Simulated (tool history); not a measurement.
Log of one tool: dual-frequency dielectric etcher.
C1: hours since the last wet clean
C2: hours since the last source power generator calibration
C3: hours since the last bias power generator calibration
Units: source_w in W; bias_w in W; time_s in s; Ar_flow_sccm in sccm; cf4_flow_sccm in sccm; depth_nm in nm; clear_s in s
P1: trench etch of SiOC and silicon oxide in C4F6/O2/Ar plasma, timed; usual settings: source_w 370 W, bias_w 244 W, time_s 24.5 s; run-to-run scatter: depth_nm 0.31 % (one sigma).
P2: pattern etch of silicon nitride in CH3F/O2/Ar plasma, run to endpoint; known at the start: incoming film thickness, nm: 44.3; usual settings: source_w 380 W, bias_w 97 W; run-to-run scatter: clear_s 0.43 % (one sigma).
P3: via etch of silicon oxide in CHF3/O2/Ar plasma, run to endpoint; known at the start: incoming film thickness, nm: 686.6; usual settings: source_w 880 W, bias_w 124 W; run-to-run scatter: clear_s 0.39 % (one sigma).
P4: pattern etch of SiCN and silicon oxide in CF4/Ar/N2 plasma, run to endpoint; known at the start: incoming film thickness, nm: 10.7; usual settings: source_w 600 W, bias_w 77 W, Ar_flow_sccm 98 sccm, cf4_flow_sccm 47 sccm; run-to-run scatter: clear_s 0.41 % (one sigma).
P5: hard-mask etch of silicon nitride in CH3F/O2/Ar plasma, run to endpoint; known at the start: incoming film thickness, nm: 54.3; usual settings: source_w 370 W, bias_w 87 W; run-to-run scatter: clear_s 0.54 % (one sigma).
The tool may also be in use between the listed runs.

Run 1, day 0.196: process P1, source_w 370 W, bias_w 244 W, time_s 24.5 s; C1 234.1; C2 607.1; C3 1636.4. Result: depth_nm 51.264 nm.
Run 2, day 0.400: process P1, source_w 370 W, bias_w 184 W, time_s 24.5 s; C1 239.0; C2 612.0; C3 1641.3. Result: depth_nm 46.835 nm.
Run 3, day 0.779: process P1, source_w 370 W, bias_w 179 W, time_s 15.0 s; C1 248.1; C2 621.1; C3 1650.4. Result: depth_nm 28.196 nm.
Run 4, day 1.058: process P1, source_w 370 W, bias_w 244 W, time_s 24.5 s; C1 254.8; C2 627.8; C3 1657.1. Result: depth_nm 51.165 nm.
Run 5, day 1.371: process P5, source_w 230 W, bias_w 87 W; C1 262.3; C2 635.3; C3 1664.6. Result: clear_s 91.0630 s.
At day 1.404: wet clean of the chamber.
At day 1.529: bias power generator calibrated.
Run 6, day 1.729: process P1, source_w 370 W, bias_w 244 W, time_s 24.5 s; C1 7.8; C2 643.9; C3 4.8. Result: depth_nm 51.316 nm.
Run 7, day 2.067: process P1, source_w 440 W, bias_w 244 W, time_s 31.0 s; C1 15.9; C2 652.0; C3 12.9. Result: depth_nm 69.570 nm.
Run 8, day 2.333: process P2, source_w 300 W, bias_w 97 W; C1 22.3; C2 658.4; C3 19.3. Result: clear_s 65.1250 s.
Run 9, day 2.738: process P1, source_w 370 W, bias_w 244 W, time_s 24.5 s; C1 32.0; C2 668.1; C3 29.0. Result: depth_nm 50.880 nm.
Run 10, day 2.988: process P1, source_w 370 W, bias_w 244 W, time_s 18.0 s; C1 38.0; C2 674.1; C3 35.0. Result: depth_nm 37.813 nm.
Run 11, day 3.283: process P1, source_w 370 W, bias_w 244 W, time_s 34.5 s; C1 45.1; C2 681.2; C3 42.1. Result: depth_nm 72.648 nm.
Run 12, day 3.654: process P4, source_w 600 W, bias_w 77 W, Ar_flow_sccm 98 sccm, cf4_flow_sccm 47 sccm; C1 54.0; C2 690.1; C3 51.0. Result: clear_s 9.8554 s.
Run 13, day 4.075: process P4, source_w 600 W, bias_w 47 W, Ar_flow_sccm 98 sccm, cf4_flow_sccm 47 sccm; C1 64.1; C2 700.2; C3 61.1. Result: clear_s 11.6680 s.
Run 14, day 4.429: process P3, source_w 880 W, bias_w 159 W; C1 72.6; C2 708.7; C3 69.6. Result: clear_s 302.4800 s.
Run 15, day 4.638: process P1, source_w 370 W, bias_w 244 W, time_s 24.5 s; C1 77.6; C2 713.7; C3 74.6. Result: depth_nm 50.988 nm.
Run 16, day 4.929: process P2, source_w 380 W, bias_w 97 W; C1 84.6; C2 720.7; C3 81.6. Result: clear_s 59.7320 s.
Run 17, day 5.233: process P5, source_w 370 W, bias_w 87 W; C1 91.9; C2 728.0; C3 88.9. Result: clear_s 77.4910 s.
Run 18, day 5.442: process P1, source_w 370 W, bias_w 314 W, time_s 24.5 s; C1 96.9; C2 733.0; C3 93.9. Result: depth_nm 56.267 nm.
Run 19, day 5.850: process P1, source_w 450 W, bias_w 244 W, time_s 24.5 s; C1 106.7; C2 742.8; C3 103.7. Result: depth_nm 54.992 nm.
Run 20, day 6.058: process P1, source_w 370 W, bias_w 244 W, time_s 24.5 s; C1 111.7; C2 747.8; C3 108.7. Result: depth_nm 51.165 nm.
Run 21, day 6.342: process P4, source_w 600 W, bias_w 77 W, Ar_flow_sccm 77 sccm, cf4_flow_sccm 47 sccm; C1 118.5; C2 754.6; C3 115.5. Result: clear_s 9.4463 s.
Run 22, day 6.542: process P5, source_w 370 W, bias_w 67 W; C1 123.3; C2 759.4; C3 120.3. Result: clear_s 84.9040 s.
Run 23, day 6.838: process P4, source_w 600 W, bias_w 77 W, Ar_flow_sccm 98 sccm, cf4_flow_sccm 47 sccm; C1 130.4; C2 766.5; C3 127.4. Result: clear_s 9.8137 s.
Run 24, day 7.046: process P2, source_w 380 W, bias_w 97 W; C1 135.4; C2 771.5; C3 132.4. Result: clear_s 59.4950 s.
Run 25, day 7.358: process P4, source_w 600 W, bias_w 77 W, Ar_flow_sccm 98 sccm, cf4_flow_sccm 32 sccm; C1 142.9; C2 779.0; C3 139.9. Result: clear_s 10.4610 s.
Run 26, day 7.658: process P3, source_w 550 W, bias_w 124 W; C1 150.1; C2 786.2; C3 147.1. Result: clear_s 392.8800 s.
Run 27, day 8.004: process P3, source_w 880 W, bias_w 124 W; C1 158.4; C2 794.5; C3 155.4. Result: clear_s 324.3000 s.
Run 28, day 8.392: process P2, source_w 380 W, bias_w 57 W; C1 167.7; C2 803.8; C3 164.7. Result: clear_s 71.7580 s.
Run 29, day 8.588: process P1, source_w 240 W, bias_w 244 W, time_s 24.5 s; C1 172.4; C2 808.5; C3 169.4. Result: depth_nm 43.739 nm.
Run 30, day 8.779: process P4, source_w 750 W, bias_w 77 W, Ar_flow_sccm 98 sccm, cf4_flow_sccm 47 sccm; C1 177.0; C2 813.1; C3 174.0. Result: clear_s 8.1037 s.
Run 31, day 9.050: process P1, source_w 370 W, bias_w 244 W, time_s 24.5 s; C1 183.5; C2 819.6; C3 180.5. Result: depth_nm 51.268 nm.
Run 32, day 9.362: process P1, source_w 370 W, bias_w 244 W, time_s 24.5 s; C1 191.0; C2 827.1; C3 188.0. Result: depth_nm 51.059 nm.
Run 33, day 9.650: process P1, source_w 370 W, bias_w 244 W, time_s 24.5 s; C1 197.9; C2 834.0; C3 194.9. Result: depth_nm 51.052 nm.
Run 34, day 10.025: process P1, source_w 370 W, bias_w 244 W, time_s 24.5 s; C1 206.9; C2 843.0; C3 203.9. Result: depth_nm 50.697 nm.
Run 35, day 10.342: process P1, source_w 370 W, bias_w 244 W, time_s 24.5 s; C1 214.5; C2 850.6; C3 211.5. Result: depth_nm 50.631 nm.
Run 36, day 10.588: process P1, source_w 370 W, bias_w 244 W, time_s 24.5 s; C1 220.4; C2 856.5; C3 217.4. Result: depth_nm 50.738 nm.
Run 37, day 10.796: process P1, source_w 370 W, bias_w 244 W, time_s 24.5 s; C1 225.4; C2 861.5; C3 222.4. Result: depth_nm 50.739 nm.

The next listed run, before its measurement:
Run 38, day 11.100: process P1, source_w 370 W, bias_w 244 W, time_s 24.5 s; C1 232.7; C2 868.8; C3 229.7. Result: depth_nm ?.

Run 38 gave depth_nm 50.481 nm.
